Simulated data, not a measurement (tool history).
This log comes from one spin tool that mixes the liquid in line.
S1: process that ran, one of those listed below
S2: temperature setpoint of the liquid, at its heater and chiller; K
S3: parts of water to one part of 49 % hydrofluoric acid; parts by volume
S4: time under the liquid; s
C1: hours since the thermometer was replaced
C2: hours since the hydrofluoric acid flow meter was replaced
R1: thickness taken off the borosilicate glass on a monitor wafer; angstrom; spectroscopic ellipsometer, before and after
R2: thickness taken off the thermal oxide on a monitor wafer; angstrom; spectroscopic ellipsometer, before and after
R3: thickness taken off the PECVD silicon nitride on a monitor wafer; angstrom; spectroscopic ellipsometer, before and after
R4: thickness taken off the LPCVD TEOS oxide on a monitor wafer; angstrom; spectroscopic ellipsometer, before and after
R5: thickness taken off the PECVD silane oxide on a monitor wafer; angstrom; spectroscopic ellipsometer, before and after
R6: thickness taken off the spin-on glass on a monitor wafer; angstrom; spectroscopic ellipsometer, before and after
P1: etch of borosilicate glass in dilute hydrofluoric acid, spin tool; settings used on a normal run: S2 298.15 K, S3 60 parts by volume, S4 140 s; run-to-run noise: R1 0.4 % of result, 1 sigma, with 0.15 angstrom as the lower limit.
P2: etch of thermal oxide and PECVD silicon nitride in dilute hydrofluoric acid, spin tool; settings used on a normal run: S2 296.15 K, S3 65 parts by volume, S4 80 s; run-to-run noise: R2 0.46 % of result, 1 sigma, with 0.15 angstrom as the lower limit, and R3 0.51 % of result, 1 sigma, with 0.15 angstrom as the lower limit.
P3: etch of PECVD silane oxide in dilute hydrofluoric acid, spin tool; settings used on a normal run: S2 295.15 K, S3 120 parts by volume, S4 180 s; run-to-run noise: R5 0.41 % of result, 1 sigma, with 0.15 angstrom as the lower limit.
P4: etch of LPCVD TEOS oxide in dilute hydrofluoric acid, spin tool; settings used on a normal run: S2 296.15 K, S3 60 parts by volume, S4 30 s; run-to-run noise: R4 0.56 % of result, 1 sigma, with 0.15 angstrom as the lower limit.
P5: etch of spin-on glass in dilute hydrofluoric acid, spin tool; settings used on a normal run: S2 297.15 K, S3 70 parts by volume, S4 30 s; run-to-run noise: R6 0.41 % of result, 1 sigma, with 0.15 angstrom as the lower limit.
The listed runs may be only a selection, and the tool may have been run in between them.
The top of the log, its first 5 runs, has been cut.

{"run": 6, "hour": 55.8, "S1": "P4", "S2": 296.15, "S3": 60, "S4": 30, "C1": 30.9, "C2": 419.8, "R4": 201.0}
{"run": 7, "hour": 62.7, "S1": "P1", "S2": 290.65, "S3": 60, "S4": 140, "C1": 37.8, "C2": 426.7, "R1": 358.15}
{"run": 8, "hour": 68.9, "S1": "P1", "S2": 298.15, "S3": 60, "S4": 140, "C1": 44.0, "C2": 432.9, "R1": 493.0}
{"run": 9, "hour": 80.4, "S1": "P5", "S2": 297.15, "S3": 100, "S4": 30, "C1": 55.5, "C2": 444.4, "R6": 116.38}
{"run": 10, "hour": 90.7, "S1": "P2", "S2": 296.15, "S3": 65, "S4": 80, "C1": 65.8, "C2": 454.7, "R2": 56.234, "R3": 43.079}
{"run": 11, "hour": 96.5, "S1": "P5", "S2": 297.15, "S3": 70, "S4": 30, "C1": 71.6, "C2": 460.5, "R6": 173.07}
{"run": 12, "hour": 106.6, "S1": "P2", "S2": 296.15, "S3": 110, "S4": 80, "C1": 81.7, "C2": 470.6, "R2": 31.509, "R3": 25.679}
{"run": 13, "hour": 112.4, "S1": "P3", "S2": 295.15, "S3": 120, "S4": 180, "C1": 87.5, "C2": 476.4, "R5": 200.79}
{"run": 14, "hour": 117.5, "S1": "P1", "S2": 298.15, "S3": 60, "S4": 140, "C1": 92.6, "C2": 481.5, "R1": 491.27}
{"run": 15, "hour": 125.0, "S1": "P4", "S2": 290.65, "S3": 60, "S4": 30, "C1": 100.1, "C2": 489.0, "R4": 159.46}
{"run": 16, "hour": 130.5, "S1": "P1", "S2": 298.15, "S3": 85, "S4": 140, "C1": 105.6, "C2": 494.5, "R1": 335.26}
{"run": 17, "hour": 138.3, "S1": "P1", "S2": 298.15, "S3": 60, "S4": 140, "C1": 113.4, "C2": 502.3, "R1": 488.2}
{"run": 18, "hour": 144.1, "S1": "P3", "S2": 290.15, "S3": 120, "S4": 180, "C1": 119.2, "C2": 508.1, "R5": 163.43}
{"run": 19, "hour": 154.3, "S1": "P1", "S2": 298.15, "S3": 60, "S4": 140, "C1": 129.4, "C2": 518.3, "R1": 489.74}
{"run": 20, "hour": 160.0, "S1": "P5", "S2": 290.15, "S3": 70, "S4": 30, "C1": 135.1, "C2": 524.0, "R6": 129.17}
{"hour": 165.4, "done": "hydrofluoric acid flow meter replaced"}
{"run": 21, "hour": 170.5, "S1": "P1", "S2": 298.15, "S3": 20, "S4": 140, "C1": 145.6, "C2": 5.2, "R1": 1549.0}
{"run": 22, "hour": 178.7, "S1": "P1", "S2": 306.15, "S3": 60, "S4": 140, "C1": 153.8, "C2": 13.4, "R1": 672.35}

What does the tool deliver on the next run?
{"run": 23, "hour": 185.5, "S1": "P4", "S2": 296.15, "S3": 60, "S4": 15, "C1": 160.6, "C2": 20.2, "R4": "?"}

{"run 23": {"R4": 100.49}}
